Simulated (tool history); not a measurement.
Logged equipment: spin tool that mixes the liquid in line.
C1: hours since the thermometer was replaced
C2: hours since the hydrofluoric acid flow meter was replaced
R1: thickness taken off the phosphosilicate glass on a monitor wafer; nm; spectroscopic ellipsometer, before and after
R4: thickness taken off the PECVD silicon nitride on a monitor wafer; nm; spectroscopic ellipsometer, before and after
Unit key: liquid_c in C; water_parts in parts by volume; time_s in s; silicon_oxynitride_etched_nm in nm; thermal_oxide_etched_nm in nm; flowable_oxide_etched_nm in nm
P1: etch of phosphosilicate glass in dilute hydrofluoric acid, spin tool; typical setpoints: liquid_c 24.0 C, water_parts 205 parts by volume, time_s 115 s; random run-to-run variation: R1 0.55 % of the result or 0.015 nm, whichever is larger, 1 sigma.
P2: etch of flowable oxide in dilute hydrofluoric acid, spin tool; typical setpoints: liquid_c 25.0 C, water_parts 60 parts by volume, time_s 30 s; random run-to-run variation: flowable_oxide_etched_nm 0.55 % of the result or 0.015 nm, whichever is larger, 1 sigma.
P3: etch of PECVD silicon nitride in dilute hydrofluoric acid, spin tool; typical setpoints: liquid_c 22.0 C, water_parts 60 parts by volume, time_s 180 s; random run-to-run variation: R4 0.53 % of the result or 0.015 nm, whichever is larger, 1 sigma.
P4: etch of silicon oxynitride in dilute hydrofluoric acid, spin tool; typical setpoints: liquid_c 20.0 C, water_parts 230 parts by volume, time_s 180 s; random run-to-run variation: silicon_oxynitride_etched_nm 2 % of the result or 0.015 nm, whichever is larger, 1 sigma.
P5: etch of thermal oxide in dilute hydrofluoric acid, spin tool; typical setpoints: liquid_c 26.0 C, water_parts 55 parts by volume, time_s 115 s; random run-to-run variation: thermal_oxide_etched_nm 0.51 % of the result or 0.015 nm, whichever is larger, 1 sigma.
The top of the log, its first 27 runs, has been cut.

run 28 hour=94.1 | process=P2 liquid_c=33.5 water_parts=60 time_s=30 | C1=73.5 C2=988.6 | flowable_oxide_etched_nm=39.545
run 29 hour=97.7 | process=P1 liquid_c=24.0 water_parts=205 time_s=115 | C1=77.1 C2=992.2 | R1=29.6700
run 30 hour=102.4 | process=P3 liquid_c=22.0 water_parts=60 time_s=65 | C1=81.8 C2=996.9 | R4=2.4784
run 31 hour=105.6 | process=P1 liquid_c=24.0 water_parts=205 time_s=115 | C1=85.0 C2=1000.1 | R1=30.0000
run 32 hour=109.4 | process=P1 liquid_c=24.0 water_parts=60 time_s=115 | C1=88.8 C2=1003.9 | R1=121.9300
run 33 hour=113.2 | process=P1 liquid_c=24.0 water_parts=205 time_s=115 | C1=92.6 C2=1007.7 | R1=29.7400
run 34 hour=116.3 | process=P1 liquid_c=24.0 water_parts=205 time_s=115 | C1=95.7 C2=1010.8 | R1=30.9520
run 35 hour=119.4 | process=P1 liquid_c=24.0 water_parts=205 time_s=115 | C1=98.8 C2=1013.9 | R1=31.2210
run 36 hour=123.5 | process=P1 liquid_c=24.0 water_parts=205 time_s=115 | C1=102.9 C2=1018.0 | R1=31.7980
run 37 hour=126.4 | process=P1 liquid_c=24.0 water_parts=205 time_s=115 | C1=105.8 C2=1020.9 | R1=32.0700
run 38 hour=131.0 | process=P1 liquid_c=24.0 water_parts=205 time_s=115 | C1=110.4 C2=1025.5 | R1=31.7150
run 39 hour=134.8 | process=P1 liquid_c=24.0 water_parts=205 time_s=115 | C1=114.2 C2=1029.3 | R1=31.8390

Estimate the outcome of run 40 from the log above:
run 40 hour=139.7 | process=P1 liquid_c=24.0 water_parts=205 time_s=115 | C1=119.1 C2=1034.2 | R1=?

{"run 40": {"R1": 32.418}}
